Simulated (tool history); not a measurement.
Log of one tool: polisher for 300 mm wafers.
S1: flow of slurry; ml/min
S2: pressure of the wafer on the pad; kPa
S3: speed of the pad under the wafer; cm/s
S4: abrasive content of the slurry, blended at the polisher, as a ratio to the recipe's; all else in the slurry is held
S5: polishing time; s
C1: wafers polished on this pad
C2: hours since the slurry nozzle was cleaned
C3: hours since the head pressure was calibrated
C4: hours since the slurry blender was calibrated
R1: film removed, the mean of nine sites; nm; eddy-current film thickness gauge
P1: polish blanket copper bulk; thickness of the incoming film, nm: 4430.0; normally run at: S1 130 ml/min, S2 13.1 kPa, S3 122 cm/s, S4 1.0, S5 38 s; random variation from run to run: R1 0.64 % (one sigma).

run,hour,S1,S2,S3,S4,S5,C1,C2,C3,C4,R1
1,4.8,130,13.1,122,1.0,38,660,290.1,781.3,218.1,241.33
2,13.9,130,13.1,186,1.0,38,794,299.2,790.4,227.2,367.62
3,24.1,80,13.1,122,1.0,38,944,309.4,800.6,237.4,211.85
4,31.5,130,21.4,122,1.0,38,1052,316.8,808.0,244.8,394.75
5,36.2,190,13.1,122,1.0,38,1121,321.5,812.7,249.5,257.27
6,44.3,130,13.1,122,1.0,38,1240,329.6,820.8,257.6,242.76
7,54.1,130,13.1,122,1.0,56,1384,339.4,830.6,267.4,355.51
8,64.2,130,13.1,122,1.4,38,1533,349.5,840.7,277.5,258.68
9,73.2,130,13.1,122,0.5,38,1665,358.5,849.7,286.5,207.61
# hour 76.8: slurry nozzle cleaned
10,77.8,180,13.1,122,1.0,46,1732,1.1,854.3,291.1,307.49
11,82.5,130,6.2,122,1.0,38,1802,5.8,859.0,295.8,114.00
12,91.0,130,13.1,122,1.0,18,1926,14.3,867.5,304.3,112.15
13,96.3,130,13.1,122,1.0,38,2004,19.6,872.8,309.6,243.73
14,102.7,130,13.1,88,1.0,38,2098,26.0,879.2,316.0,173.85
15,109.1,130,13.1,122,1.0,38,2192,32.4,885.6,322.4,242.96
16,113.7,80,13.1,122,1.0,29,2260,37.0,890.2,327.0,161.96
17,122.4,130,13.1,122,1.0,38,2388,45.7,898.9,335.7,241.02
18,130.3,130,13.1,122,1.0,38,2504,53.6,906.8,343.6,240.47
19,135.3,130,13.1,122,1.0,38,2577,58.6,911.8,348.6,243.53
20,142.8,130,13.1,122,1.0,38,2687,66.1,919.3,356.1,243.00
21,148.6,130,13.1,122,1.0,38,2772,71.9,925.1,361.9,226.91
22,155.4,130,13.1,122,1.0,38,2872,78.7,931.9,368.7,221.93
23,160.8,130,13.1,122,1.0,38,2952,84.1,937.3,374.1,215.83

The next listed run, before its measurement:
# hour 165.3: slurry blender recalibrated
24,165.3,130,13.1,122,1.0,38,3018,88.6,941.8,0.1,?

Run 24 gave R1 216.44 nm.
